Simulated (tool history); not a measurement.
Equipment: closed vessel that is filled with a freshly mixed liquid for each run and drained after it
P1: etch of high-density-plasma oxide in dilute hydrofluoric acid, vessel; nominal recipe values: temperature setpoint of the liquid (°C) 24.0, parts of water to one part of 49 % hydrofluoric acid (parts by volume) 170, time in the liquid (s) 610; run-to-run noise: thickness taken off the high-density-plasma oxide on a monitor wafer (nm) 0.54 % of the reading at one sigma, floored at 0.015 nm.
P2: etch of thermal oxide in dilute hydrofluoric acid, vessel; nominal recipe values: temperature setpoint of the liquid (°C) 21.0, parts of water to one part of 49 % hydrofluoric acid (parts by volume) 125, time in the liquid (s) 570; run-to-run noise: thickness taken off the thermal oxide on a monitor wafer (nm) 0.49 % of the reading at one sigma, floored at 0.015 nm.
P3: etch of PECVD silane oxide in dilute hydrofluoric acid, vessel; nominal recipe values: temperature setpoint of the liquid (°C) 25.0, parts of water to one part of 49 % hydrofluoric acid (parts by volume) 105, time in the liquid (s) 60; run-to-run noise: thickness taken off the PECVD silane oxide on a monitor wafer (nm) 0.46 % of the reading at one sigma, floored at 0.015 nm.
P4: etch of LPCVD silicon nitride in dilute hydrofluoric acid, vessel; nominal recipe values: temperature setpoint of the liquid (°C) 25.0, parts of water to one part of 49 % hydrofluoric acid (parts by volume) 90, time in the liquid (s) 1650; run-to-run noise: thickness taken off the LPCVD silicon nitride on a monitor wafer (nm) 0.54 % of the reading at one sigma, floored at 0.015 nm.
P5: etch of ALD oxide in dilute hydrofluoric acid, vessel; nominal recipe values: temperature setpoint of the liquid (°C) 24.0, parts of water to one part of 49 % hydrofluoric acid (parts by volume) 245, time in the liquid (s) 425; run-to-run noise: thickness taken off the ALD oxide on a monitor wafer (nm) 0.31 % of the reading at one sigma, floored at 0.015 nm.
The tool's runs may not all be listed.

| run | hour | process that ran | temperature setpoint of the liquid (°C) | parts of water to one part of 49 % hydrofluoric acid (parts by volume) | time in the liquid (s) | hours since the thermometer was replaced | hours since the hydrofluoric acid flow meter was replaced | thickness taken off the high-density-plasma oxide on a monitor wafer (nm) | thickness taken off the LPCVD silicon nitride on a monitor wafer (nm) | thickness taken off the ALD oxide on a monitor wafer (nm) | thickness taken off the PECVD silane oxide on a monitor wafer (nm) | thickness taken off the thermal oxide on a monitor wafer (nm) |
|---|---|---|---|---|---|---|---|---|---|---|---|---|
| 1 | 2.6 | P1 | 24.0 | 170 | 610 | 347.4 | 1031.1 | 30.773 |  |  |  |  |
| 2 | 8.1 | P4 | 25.0 | 145 | 1650 | 352.9 | 1036.6 |  | 6.2362 |  |  |  |
| 3 | 11.7 | P5 | 24.0 | 80 | 425 | 356.5 | 1040.2 |  |  | 54.9140 |  |  |
| 4 | 16.0 | P5 | 24.0 | 245 | 75 | 360.8 | 1044.5 |  |  | 2.6041 |  |  |
| 5 | 18.6 | P3 | 25.0 | 105 | 90 | 363.4 | 1047.1 |  |  |  | 13.8140 |  |
| 6 | 21.4 | P2 | 21.0 | 55 | 570 | 366.2 | 1049.9 |  |  |  |  | 44.5880 |
| 7 | 24.0 | P1 | 24.0 | 85 | 610 | 368.8 | 1052.5 | 67.710 |  |  |  |  |
| 8 | 28.0 | P1 | 24.0 | 170 | 1215 | 372.8 | 1056.5 | 61.511 |  |  |  |  |
| 9 | 30.6 | P5 | 24.0 | 245 | 425 | 375.4 | 1059.1 |  |  | 14.7960 |  |  |
| 10 | 36.0 | P3 | 25.0 | 105 | 60 | 380.8 | 1064.5 |  |  |  | 9.1569 |  |
| 11 | 38.7 | P1 | 24.0 | 170 | 320 | 383.5 | 1067.2 | 15.947 |  |  |  |  |
| 12 | 42.4 | P2 | 21.0 | 125 | 570 | 387.2 | 1070.9 |  |  |  |  | 18.0620 |
| 13 | 47.9 | P1 | 17.0 | 170 | 610 | 392.7 | 1076.4 | 23.397 |  |  |  |  |
| 14 | 52.1 | P1 | 24.0 | 170 | 610 | 396.9 | 1080.6 | 30.780 |  |  |  |  |
| 15 | 56.0 | P4 | 25.0 | 90 | 1650 | 400.8 | 1084.5 |  | 10.0790 |  |  |  |
| 16 | 59.8 | P1 | 24.0 | 250 | 610 | 404.6 | 1088.3 | 19.224 |  |  |  |  |
| 17 | 63.2 | P5 | 24.0 | 245 | 425 | 408.0 | 1091.7 |  |  | 14.9400 |  |  |
| 18 | 65.7 | P4 | 19.0 | 90 | 1650 | 410.5 | 1094.2 |  | 6.8064 |  |  |  |
| 19 | 68.6 | P3 | 25.0 | 60 | 60 | 413.4 | 1097.1 |  |  |  | 16.9350 |  |
| 20 | 72.4 | P1 | 24.0 | 170 | 610 | 417.2 | 1100.9 | 30.444 |  |  |  |  |
| 21 | 75.6 | P3 | 17.5 | 105 | 60 | 420.4 | 1104.1 |  |  |  | 6.7619 |  |
| 22 | 80.0 | P1 | 24.0 | 170 | 610 | 424.8 | 1108.5 | 30.619 |  |  |  |  |
| 23 | 85.5 | P1 | 29.5 | 170 | 610 | 430.3 | 1114.0 | 37.237 |  |  |  |  |
| 24 | 89.3 | P2 | 21.0 | 125 | 165 | 434.1 | 1117.8 |  |  |  |  | 5.1981 |
| 25 | 93.3 | P1 | 24.0 | 170 | 610 | 438.1 | 1121.8 | 30.658 |  |  |  |  |
| 26 | 98.5 | P1 | 24.0 | 60 | 1045 | 443.3 | 1127.0 | 168.570 |  |  |  |  |
| 27 | 101.0 | P1 | 24.0 | 170 | 610 | 445.8 | 1129.5 | 30.725 |  |  |  |  |
| 28 | 103.9 | P1 | 27.0 | 70 | 610 | 448.7 | 1132.4 | 95.028 |  |  |  |  |
| 29 | 107.0 | P4 | 25.0 | 90 | 470 | 451.8 | 1135.5 |  | 2.8830 |  |  |  |
| 30 | 112.0 | P2 | 26.0 | 125 | 570 | 456.8 | 1140.5 |  |  |  |  | 21.7140 |
| 31 | 114.5 | P5 | 17.0 | 245 | 425 | 459.3 | 1143.0 |  |  | 11.4950 |  |  |
| 32 | 119.9 | P1 | 29.5 | 265 | 610 | 464.7 | 1148.4 | 21.555 |  |  |  |  |
| 33 | 123.4 | P1 | 24.0 | 170 | 610 | 468.2 | 1151.9 | 30.773 |  |  |  |  |
| 34 | 128.0 | P1 | 24.0 | 170 | 610 | 472.8 | 1156.5 | 29.614 |  |  |  |  |
| 35 | 130.8 | P1 | 24.0 | 170 | 610 | 475.6 | 1159.3 | 29.375 |  |  |  |  |
| 36 | 134.8 | P1 | 24.0 | 170 | 610 | 479.6 | 1163.3 | 28.887 |  |  |  |  |
| 37 | 140.3 | P1 | 24.0 | 170 | 610 | 485.1 | 1168.8 | 28.488 |  |  |  |  |
| 38 | 144.0 | P1 | 24.0 | 170 | 610 | 488.8 | 1172.5 | 28.704 |  |  |  |  |
| 39 | 147.1 | P1 | 24.0 | 170 | 610 | 491.9 | 1175.6 | 28.737 |  |  |  |  |
| 40 | 150.5 | P1 | 24.0 | 170 | 610 | 495.3 | 1179.0 | 28.382 |  |  |  |  |
| 41 | 155.1 | P1 | 24.0 | 170 | 610 | 499.9 | 1183.6 | 28.580 |  |  |  |  |

Something has made what P1 gives creep away from where it was; the 2 causes below, each at its own stated size, fit the log equally well:
A: hydrofluoric acid flow below the setpoint (%) = 5.93
B: liquid colder than its thermometer reads (K) = 1.92
The drift started at roughly hour 123.4.

Below are 4 check runs, each on a single wafer, with their results shown as question marks. Which of them would tell the listed causes apart, meaning the causes would give clearly different results under it?
| check 1 | 159.7 | P2 | 21.0 | 125 | 570 |  |  |  |  |  |  | ? |
| check 2 | 159.7 | P3 | 25.0 | 105 | 60 |  |  |  |  |  | ? |  |
| check 3 | 159.7 | P4 | 25.0 | 90 | 1650 |  |  |  | ? |  |  |  |
| check 4 | 159.7 | P5 | 24.0 | 245 | 425 |  |  |  |  | ? |  |  |

Expected result of each check under each candidate cause:
| check | result | if A | if B |
|---|---|---|---|
| check 1 | thickness taken off the thermal oxide on a monitor wafer (nm) | 16.8370 | 16.7060 |
| check 2 | thickness taken off the PECVD silane oxide on a monitor wafer (nm) | 8.5451 | 8.4905 |
| check 3 | thickness taken off the LPCVD silicon nitride on a monitor wafer (nm) | 9.4739 | 8.8634 |
| check 4 | thickness taken off the ALD oxide on a monitor wafer (nm) | 13.7720 | 13.8700 |
Smallest distance between any two causes, each pair judged by its most separating result, in per cent: check 1 0.78 %; check 2 0.64 %; check 3 6.66 %; check 4 0.71 %
Check 3 is the one run that separates the causes; every other check would come out nearly the same whichever cause is at work.

Check 3 was carried out, with these results: thickness taken off the LPCVD silicon nitride on a monitor wafer (nm) 9.4761. Which of the listed causes is responsible?

It was cause A: hydrofluoric acid flow below the setpoint (%).
